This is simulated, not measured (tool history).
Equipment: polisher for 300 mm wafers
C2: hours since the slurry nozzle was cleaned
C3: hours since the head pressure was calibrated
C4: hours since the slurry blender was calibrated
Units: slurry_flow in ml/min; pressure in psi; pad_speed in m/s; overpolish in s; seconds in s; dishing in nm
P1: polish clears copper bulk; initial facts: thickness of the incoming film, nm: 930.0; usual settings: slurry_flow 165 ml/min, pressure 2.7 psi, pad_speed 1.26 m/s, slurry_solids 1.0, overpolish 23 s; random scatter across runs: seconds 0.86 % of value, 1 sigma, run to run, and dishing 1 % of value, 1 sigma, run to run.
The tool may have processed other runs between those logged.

run 1 day=0.329 | slurry_flow=165 pressure=2.7 pad_speed=1.26 slurry_solids=1.0 overpolish=23 | wafers_polished_on_this_pad=616 C2=291.9 C3=90.0 C4=117.0 | seconds=98.977 dishing=64.510
run 2 day=0.979 | slurry_flow=165 pressure=1.2 pad_speed=1.26 slurry_solids=1.0 overpolish=23 | wafers_polished_on_this_pad=692 C2=307.5 C3=105.6 C4=132.6 | seconds=225.250 dishing=41.484
run 3 day=1.396 | slurry_flow=165 pressure=2.7 pad_speed=1.26 slurry_solids=0.7 overpolish=7 | wafers_polished_on_this_pad=740 C2=317.5 C3=115.6 C4=142.6 | seconds=105.470 dishing=34.377
run 4 day=1.796 | slurry_flow=165 pressure=3.9 pad_speed=1.26 slurry_solids=1.0 overpolish=23 | wafers_polished_on_this_pad=787 C2=327.1 C3=125.2 C4=152.2 | seconds=68.964 dishing=74.137
run 5 day=2.425 | slurry_flow=235 pressure=2.7 pad_speed=0.72 slurry_solids=1.0 overpolish=23 | wafers_polished_on_this_pad=860 C2=342.2 C3=140.3 C4=167.3 | seconds=166.490 dishing=53.714
run 6 day=2.892 | slurry_flow=165 pressure=2.7 pad_speed=1.26 slurry_solids=1.0 overpolish=9 | wafers_polished_on_this_pad=914 C2=353.4 C3=151.5 C4=178.5 | seconds=98.915 dishing=42.050
run 7 day=3.246 | slurry_flow=165 pressure=2.7 pad_speed=1.26 slurry_solids=1.0 overpolish=23 | wafers_polished_on_this_pad=955 C2=361.9 C3=160.0 C4=187.0 | seconds=98.482 dishing=63.897
run 8 day=3.662 | slurry_flow=165 pressure=2.7 pad_speed=1.26 slurry_solids=1.0 overpolish=23 | wafers_polished_on_this_pad=1004 C2=371.9 C3=170.0 C4=197.0 | seconds=99.955 dishing=64.361
run 9 day=4.158 | slurry_flow=165 pressure=2.7 pad_speed=1.26 slurry_solids=1.0 overpolish=23 | wafers_polished_on_this_pad=1061 C2=383.8 C3=181.9 C4=208.9 | seconds=98.124 dishing=64.611
run 10 day=4.792 | slurry_flow=165 pressure=2.7 pad_speed=1.26 slurry_solids=1.0 overpolish=23 | wafers_polished_on_this_pad=1135 C2=399.0 C3=197.1 C4=224.1 | seconds=97.863 dishing=64.585
run 11 day=5.362 | slurry_flow=165 pressure=2.7 pad_speed=1.26 slurry_solids=1.0 overpolish=23 | wafers_polished_on_this_pad=1201 C2=412.7 C3=210.8 C4=237.8 | seconds=98.781 dishing=64.478
run 12 day=5.867 | slurry_flow=165 pressure=2.7 pad_speed=1.26 slurry_solids=0.7 overpolish=23 | wafers_polished_on_this_pad=1260 C2=424.8 C3=222.9 C4=249.9 | seconds=106.940 dishing=62.312
run 13 day=6.271 | slurry_flow=165 pressure=2.7 pad_speed=1.26 slurry_solids=1.0 overpolish=23 | wafers_polished_on_this_pad=1307 C2=434.5 C3=232.6 C4=259.6 | seconds=100.000 dishing=64.463
run 14 day=6.796 | slurry_flow=165 pressure=2.7 pad_speed=1.26 slurry_solids=1.0 overpolish=45 | wafers_polished_on_this_pad=1368 C2=447.1 C3=245.2 C4=272.2 | seconds=98.958 dishing=70.417
-- day=6.858 slurry blender recalibrated
run 15 day=7.438 | slurry_flow=255 pressure=2.7 pad_speed=1.26 slurry_solids=1.0 overpolish=23 | wafers_polished_on_this_pad=1442 C2=462.5 C3=260.6 C4=13.9 | seconds=93.367 dishing=65.496
run 16 day=7.983 | slurry_flow=165 pressure=2.7 pad_speed=1.78 slurry_solids=1.0 overpolish=23 | wafers_polished_on_this_pad=1506 C2=475.6 C3=273.7 C4=27.0 | seconds=70.561 dishing=68.082

Expected results for the next run?
run 17 day=8.688 | slurry_flow=165 pressure=3.7 pad_speed=1.66 slurry_solids=1.0 overpolish=23 | wafers_polished_on_this_pad=1588 C2=492.5 C3=290.6 C4=43.9 | seconds=? dishing=?

Run 17 produced seconds 54.007 s, dishing 73.168 nm.
